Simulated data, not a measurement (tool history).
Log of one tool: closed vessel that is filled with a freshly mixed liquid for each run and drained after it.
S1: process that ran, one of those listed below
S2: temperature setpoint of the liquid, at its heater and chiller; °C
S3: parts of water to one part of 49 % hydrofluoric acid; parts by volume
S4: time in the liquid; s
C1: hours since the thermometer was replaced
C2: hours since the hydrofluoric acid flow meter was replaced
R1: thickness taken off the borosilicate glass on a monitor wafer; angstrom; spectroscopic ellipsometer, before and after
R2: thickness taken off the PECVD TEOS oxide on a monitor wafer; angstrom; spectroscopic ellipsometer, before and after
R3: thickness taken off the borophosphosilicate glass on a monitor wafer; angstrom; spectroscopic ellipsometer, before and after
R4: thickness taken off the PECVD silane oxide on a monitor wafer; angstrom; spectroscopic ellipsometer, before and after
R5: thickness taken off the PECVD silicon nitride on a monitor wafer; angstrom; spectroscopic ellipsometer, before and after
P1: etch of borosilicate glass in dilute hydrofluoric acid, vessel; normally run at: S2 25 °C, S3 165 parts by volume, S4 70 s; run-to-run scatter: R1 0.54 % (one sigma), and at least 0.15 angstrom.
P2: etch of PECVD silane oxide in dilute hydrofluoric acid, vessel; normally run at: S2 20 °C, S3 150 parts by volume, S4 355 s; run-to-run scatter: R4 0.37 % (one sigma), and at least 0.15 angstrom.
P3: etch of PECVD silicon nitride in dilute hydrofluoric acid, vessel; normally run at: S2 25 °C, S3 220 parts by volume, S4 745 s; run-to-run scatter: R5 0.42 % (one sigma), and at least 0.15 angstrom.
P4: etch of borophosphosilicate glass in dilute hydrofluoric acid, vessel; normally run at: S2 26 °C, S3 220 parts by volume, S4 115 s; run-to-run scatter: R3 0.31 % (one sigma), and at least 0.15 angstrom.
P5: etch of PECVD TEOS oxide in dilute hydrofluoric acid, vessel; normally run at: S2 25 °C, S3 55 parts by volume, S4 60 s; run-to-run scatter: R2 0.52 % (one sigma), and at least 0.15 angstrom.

{"run": 1, "hour": 3.9, "S1": "P1", "S2": 25, "S3": 165, "S4": 70, "C1": 137.1, "C2": 1297.3, "R1": 67.745}
{"run": 2, "hour": 7.2, "S1": "P5", "S2": 25, "S3": 55, "S4": 60, "C1": 140.4, "C2": 1300.6, "R2": 252.48}
{"run": 3, "hour": 10.2, "S1": "P4", "S2": 26, "S3": 220, "S4": 30, "C1": 143.4, "C2": 1303.6, "R3": 72.198}
{"run": 4, "hour": 16.8, "S1": "P2", "S2": 20, "S3": 25, "S4": 355, "C1": 150, "C2": 1310.2, "R4": 2549.4}
{"run": 5, "hour": 22.2, "S1": "P1", "S2": 25, "S3": 165, "S4": 110, "C1": 155.4, "C2": 1315.6, "R1": 107.32}
{"run": 6, "hour": 26.1, "S1": "P2", "S2": 20, "S3": 150, "S4": 30, "C1": 159.3, "C2": 1319.5, "R4": 30.942}
{"run": 7, "hour": 32.1, "S1": "P3", "S2": 21, "S3": 220, "S4": 745, "C1": 165.3, "C2": 1325.5, "R5": 60.104}
{"run": 8, "hour": 36.3, "S1": "P1", "S2": 25, "S3": 165, "S4": 70, "C1": 169.5, "C2": 1329.7, "R1": 67.927}
{"run": 9, "hour": 41.9, "S1": "P5", "S2": 32.5, "S3": 55, "S4": 60, "C1": 175.1, "C2": 1335.3, "R2": 342.71}
{"run": 10, "hour": 48.1, "S1": "P4", "S2": 26, "S3": 220, "S4": 115, "C1": 181.3, "C2": 1341.5, "R3": 276.09}
{"run": 11, "hour": 52.1, "S1": "P1", "S2": 25, "S3": 105, "S4": 30, "C1": 185.3, "C2": 1345.5, "R1": 49.298}
{"run": 12, "hour": 56.1, "S1": "P1", "S2": 25, "S3": 165, "S4": 70, "C1": 189.3, "C2": 1349.5, "R1": 68.302}
{"run": 13, "hour": 59.9, "S1": "P5", "S2": 25, "S3": 90, "S4": 60, "C1": 193.1, "C2": 1353.3, "R2": 148.91}
{"run": 14, "hour": 63.7, "S1": "P3", "S2": 25, "S3": 35, "S4": 745, "C1": 196.9, "C2": 1357.1, "R5": 472.53}
{"run": 15, "hour": 70.5, "S1": "P1", "S2": 25, "S3": 165, "S4": 30, "C1": 203.7, "C2": 1363.9, "R1": 28.859}
{"run": 16, "hour": 73.5, "S1": "P1", "S2": 30.5, "S3": 165, "S4": 70, "C1": 206.7, "C2": 1366.9, "R1": 83.629}
{"run": 17, "hour": 79.2, "S1": "P1", "S2": 25, "S3": 85, "S4": 70, "C1": 212.4, "C2": 1372.6, "R1": 145.29}
{"run": 18, "hour": 85.8, "S1": "P3", "S2": 25, "S3": 220, "S4": 745, "C1": 219, "C2": 1379.2, "R5": 77.001}
{"run": 19, "hour": 90.3, "S1": "P4", "S2": 26, "S3": 385, "S4": 115, "C1": 223.5, "C2": 1383.7, "R3": 132.93}
{"run": 20, "hour": 94.9, "S1": "P2", "S2": 20, "S3": 150, "S4": 355, "C1": 228.1, "C2": 1388.3, "R4": 366.22}
{"run": 21, "hour": 99.4, "S1": "P3", "S2": 25, "S3": 220, "S4": 745, "C1": 232.6, "C2": 1392.8, "R5": 76.752}
{"run": 22, "hour": 102.6, "S1": "P4", "S2": 22, "S3": 220, "S4": 115, "C1": 235.8, "C2": 1396, "R3": 238.16}
{"run": 23, "hour": 107.5, "S1": "P3", "S2": 25, "S3": 220, "S4": 170, "C1": 240.7, "C2": 1400.9, "R5": 17.485}
{"run": 24, "hour": 114.2, "S1": "P1", "S2": 25, "S3": 275, "S4": 70, "C1": 247.4, "C2": 1407.6, "R1": 36.376}
{"run": 25, "hour": 120.0, "S1": "P1", "S2": 25, "S3": 165, "S4": 70, "C1": 253.2, "C2": 1413.4, "R1": 67.9}
{"run": 26, "hour": 124.9, "S1": "P2", "S2": 28.5, "S3": 150, "S4": 355, "C1": 258.1, "C2": 1418.3, "R4": 506.29}
{"run": 27, "hour": 129.7, "S1": "P1", "S2": 25, "S3": 275, "S4": 30, "C1": 262.9, "C2": 1423.1, "R1": 15.375}
{"run": 28, "hour": 134.6, "S1": "P1", "S2": 17, "S3": 165, "S4": 70, "C1": 267.8, "C2": 1428, "R1": 50.026}
{"run": 29, "hour": 138.9, "S1": "P2", "S2": 20, "S3": 150, "S4": 355, "C1": 272.1, "C2": 1432.3, "R4": 370.34}
{"run": 30, "hour": 144.1, "S1": "P5", "S2": 25, "S3": 55, "S4": 30, "C1": 277.3, "C2": 1437.5, "R2": 126.98}
{"run": 31, "hour": 150.3, "S1": "P4", "S2": 26, "S3": 220, "S4": 115, "C1": 283.5, "C2": 1443.7, "R3": 276.67}
{"run": 32, "hour": 153.4, "S1": "P1", "S2": 25, "S3": 165, "S4": 70, "C1": 286.6, "C2": 1446.8, "R1": 68.323}
{"run": 33, "hour": 157.8, "S1": "P1", "S2": 25, "S3": 165, "S4": 70, "C1": 291, "C2": 1451.2, "R1": 69.961}
{"run": 34, "hour": 163.0, "S1": "P1", "S2": 25, "S3": 165, "S4": 70, "C1": 296.2, "C2": 1456.4, "R1": 71.398}
{"run": 35, "hour": 166.6, "S1": "P1", "S2": 25, "S3": 165, "S4": 70, "C1": 299.8, "C2": 1460, "R1": 71.748}
{"run": 36, "hour": 170.2, "S1": "P1", "S2": 25, "S3": 165, "S4": 70, "C1": 303.4, "C2": 1463.6, "R1": 72.36}
{"run": 37, "hour": 174.0, "S1": "P1", "S2": 25, "S3": 165, "S4": 70, "C1": 307.2, "C2": 1467.4, "R1": 72.696}
{"run": 38, "hour": 177.9, "S1": "P1", "S2": 25, "S3": 165, "S4": 70, "C1": 311.1, "C2": 1471.3, "R1": 72.169}
{"run": 39, "hour": 182.0, "S1": "P1", "S2": 25, "S3": 165, "S4": 70, "C1": 315.2, "C2": 1475.4, "R1": 72.965}
{"run": 40, "hour": 188.2, "S1": "P1", "S2": 25, "S3": 165, "S4": 70, "C1": 321.4, "C2": 1481.6, "R1": 72.916}

What P1 gives has crept away from where it was. These 2 causes fit the log equally well, each at the size given:
A: liquid hotter than its thermometer reads (K) = 1.75
B: hydrofluoric acid flow above the setpoint (%) = 5.6
The creep began at about hour 153.4.

4 check runs are offered, one wafer each, their results left as question marks. Which one tells the causes apart?
{"run": "check 1", "hour": 194.4, "S1": "P2", "S2": 26, "S3": 150, "S4": 355, "R4": "?"}
{"run": "check 2", "hour": 194.4, "S1": "P4", "S2": 26, "S3": 220, "S4": 35, "R3": "?"}
{"run": "check 3", "hour": 194.4, "S1": "P5", "S2": 32, "S3": 55, "S4": 60, "R2": "?"}
{"run": "check 4", "hour": 194.4, "S1": "P3", "S2": 25, "S3": 155, "S4": 405, "R5": "?"}

What each check would give under each cause:
check=check_1 result=R4 if_A=494.54 if_B=494.08
check=check_2 result=R3 if_A=89.435 if_B=89.94
check=check_3 result=R2 if_A=357.62 if_B=354.94
check=check_4 result=R5 if_A=66.062 if_B=62.421
How far apart the two closest causes lie, in the result that separates them most: check 1 0.09 %; check 2 0.56 %; check 3 0.75 %; check 4 5.67 %
Only check 4 tells the causes apart: in the others they would give nearly the same result.

Then check 4 was run and gave: R5 65.622 angstrom. Which cause is it?

It is A: liquid hotter than its thermometer reads (K).

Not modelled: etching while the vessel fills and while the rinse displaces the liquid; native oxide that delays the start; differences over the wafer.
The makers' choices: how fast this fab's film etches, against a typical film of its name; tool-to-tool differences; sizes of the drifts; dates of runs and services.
